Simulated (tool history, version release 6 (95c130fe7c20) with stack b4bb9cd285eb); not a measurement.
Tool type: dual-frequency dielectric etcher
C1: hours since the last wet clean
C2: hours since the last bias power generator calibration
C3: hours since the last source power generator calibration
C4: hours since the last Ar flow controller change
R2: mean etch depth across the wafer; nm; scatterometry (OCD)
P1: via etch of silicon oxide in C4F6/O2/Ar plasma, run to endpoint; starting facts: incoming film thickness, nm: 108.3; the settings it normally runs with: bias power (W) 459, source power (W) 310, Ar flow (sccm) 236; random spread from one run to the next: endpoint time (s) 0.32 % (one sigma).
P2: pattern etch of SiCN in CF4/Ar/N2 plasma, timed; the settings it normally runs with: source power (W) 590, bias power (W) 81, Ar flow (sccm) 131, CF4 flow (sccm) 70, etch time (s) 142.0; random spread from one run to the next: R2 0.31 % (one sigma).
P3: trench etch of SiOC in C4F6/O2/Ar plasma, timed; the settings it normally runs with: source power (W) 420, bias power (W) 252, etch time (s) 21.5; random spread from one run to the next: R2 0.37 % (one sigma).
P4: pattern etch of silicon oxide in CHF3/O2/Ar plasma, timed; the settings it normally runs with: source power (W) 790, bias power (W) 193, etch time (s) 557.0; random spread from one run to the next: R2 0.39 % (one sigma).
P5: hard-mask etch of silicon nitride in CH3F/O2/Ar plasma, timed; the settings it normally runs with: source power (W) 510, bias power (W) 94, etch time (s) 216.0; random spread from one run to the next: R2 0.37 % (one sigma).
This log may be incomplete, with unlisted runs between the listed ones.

{"run": 1, "day": 0.5, "process that ran": "P1", "bias power (W)": 459, "source power (W)": 310, "Ar flow (sccm)": 236, "C1": 416.8, "C2": 2283.0, "C3": 919.9, "C4": 1079.6, "endpoint time (s)": 25.573}
{"run": 2, "day": 0.796, "process that ran": "P5", "bias power (W)": 94, "source power (W)": 510, "etch time (s)": 216.0, "C1": 423.9, "C2": 2290.1, "C3": 927.0, "C4": 1086.7, "R2": 182.57}
{"run": 3, "day": 1.325, "process that ran": "P1", "bias power (W)": 459, "source power (W)": 310, "Ar flow (sccm)": 236, "C1": 436.6, "C2": 2302.8, "C3": 939.7, "C4": 1099.4, "endpoint time (s)": 25.567}
{"run": 4, "day": 1.938, "process that ran": "P2", "bias power (W)": 81, "source power (W)": 590, "Ar flow (sccm)": 131, "etch time (s)": 142.0, "CF4 flow (sccm)": 95, "C1": 451.3, "C2": 2317.5, "C3": 954.4, "C4": 1114.1, "R2": 158.25}
{"run": 5, "day": 2.504, "process that ran": "P2", "bias power (W)": 81, "source power (W)": 590, "Ar flow (sccm)": 131, "etch time (s)": 180.0, "CF4 flow (sccm)": 70, "C1": 464.9, "C2": 2331.1, "C3": 968.0, "C4": 1127.7, "R2": 192.9}
{"run": 6, "day": 3.175, "process that ran": "P1", "bias power (W)": 459, "source power (W)": 310, "Ar flow (sccm)": 143, "C1": 481.0, "C2": 2347.2, "C3": 984.1, "C4": 1143.8, "endpoint time (s)": 24.249}
{"run": 7, "day": 3.558, "process that ran": "P2", "bias power (W)": 81, "source power (W)": 590, "Ar flow (sccm)": 170, "etch time (s)": 142.0, "CF4 flow (sccm)": 70, "C1": 490.2, "C2": 2356.4, "C3": 993.3, "C4": 1153.0, "R2": 145.5}
{"run": 8, "day": 4.112, "process that ran": "P2", "bias power (W)": 81, "source power (W)": 840, "Ar flow (sccm)": 131, "etch time (s)": 142.0, "CF4 flow (sccm)": 70, "C1": 503.5, "C2": 2369.7, "C3": 1006.6, "C4": 1166.3, "R2": 206.17}
{"run": 9, "day": 4.483, "process that ran": "P4", "bias power (W)": 193, "source power (W)": 790, "etch time (s)": 557.0, "C1": 512.4, "C2": 2378.6, "C3": 1015.5, "C4": 1175.2, "R2": 1294.0}
{"run": 10, "day": 4.962, "process that ran": "P1", "bias power (W)": 459, "source power (W)": 230, "Ar flow (sccm)": 236, "C1": 523.9, "C2": 2390.1, "C3": 1027.0, "C4": 1186.7, "endpoint time (s)": 28.488}
{"run": 11, "day": 5.617, "process that ran": "P1", "bias power (W)": 623, "source power (W)": 310, "Ar flow (sccm)": 282, "C1": 539.6, "C2": 2405.8, "C3": 1042.7, "C4": 1202.4, "endpoint time (s)": 23.21}
{"run": 12, "day": 6.021, "process that ran": "P5", "bias power (W)": 94, "source power (W)": 510, "etch time (s)": 216.0, "C1": 549.3, "C2": 2415.5, "C3": 1052.4, "C4": 1212.1, "R2": 182.66}
{"day": 6.142, "done": "wet clean of the chamber"}
{"run": 13, "day": 6.667, "process that ran": "P3", "bias power (W)": 252, "source power (W)": 420, "etch time (s)": 21.5, "C1": 12.7, "C2": 2431.0, "C3": 1067.9, "C4": 1227.6, "R2": 50.011}
{"run": 14, "day": 7.338, "process that ran": "P1", "bias power (W)": 365, "source power (W)": 310, "Ar flow (sccm)": 236, "C1": 28.8, "C2": 2447.1, "C3": 1084.0, "C4": 1243.7, "endpoint time (s)": 27.937}
{"run": 15, "day": 7.921, "process that ran": "P1", "bias power (W)": 459, "source power (W)": 310, "Ar flow (sccm)": 317, "C1": 42.8, "C2": 2461.1, "C3": 1098.0, "C4": 1257.7, "endpoint time (s)": 26.46}
{"run": 16, "day": 8.229, "process that ran": "P1", "bias power (W)": 459, "source power (W)": 310, "Ar flow (sccm)": 236, "C1": 50.2, "C2": 2468.5, "C3": 1105.4, "C4": 1265.1, "endpoint time (s)": 25.559}
{"run": 17, "day": 8.675, "process that ran": "P3", "bias power (W)": 298, "source power (W)": 420, "etch time (s)": 21.5, "C1": 60.9, "C2": 2479.2, "C3": 1116.1, "C4": 1275.8, "R2": 52.082}
{"run": 18, "day": 9.3, "process that ran": "P3", "bias power (W)": 252, "source power (W)": 420, "etch time (s)": 21.5, "C1": 75.9, "C2": 2494.2, "C3": 1131.1, "C4": 1290.8, "R2": 49.498}
{"run": 19, "day": 9.933, "process that ran": "P2", "bias power (W)": 81, "source power (W)": 590, "Ar flow (sccm)": 131, "etch time (s)": 142.0, "CF4 flow (sccm)": 70, "C1": 91.1, "C2": 2509.4, "C3": 1146.3, "C4": 1306.0, "R2": 151.13}
{"run": 20, "day": 10.558, "process that ran": "P3", "bias power (W)": 252, "source power (W)": 420, "etch time (s)": 27.5, "C1": 106.1, "C2": 2524.4, "C3": 1161.3, "C4": 1321.0, "R2": 62.913}
{"run": 21, "day": 11.067, "process that ran": "P1", "bias power (W)": 459, "source power (W)": 310, "Ar flow (sccm)": 236, "C1": 118.3, "C2": 2536.6, "C3": 1173.5, "C4": 1333.2, "endpoint time (s)": 25.54}
{"run": 22, "day": 11.362, "process that ran": "P5", "bias power (W)": 94, "source power (W)": 320, "etch time (s)": 216.0, "C1": 125.4, "C2": 2543.7, "C3": 1180.6, "C4": 1340.3, "R2": 153.44}

Run 23 comes next. What will it give?
{"run": 23, "day": 11.683, "process that ran": "P1", "bias power (W)": 562, "source power (W)": 310, "Ar flow (sccm)": 236, "C1": 133.1, "C2": 2551.4, "C3": 1188.3, "C4": 1348.0, "endpoint time (s)": "?"}

{"run 23": {"endpoint time (s)": 23.671}}
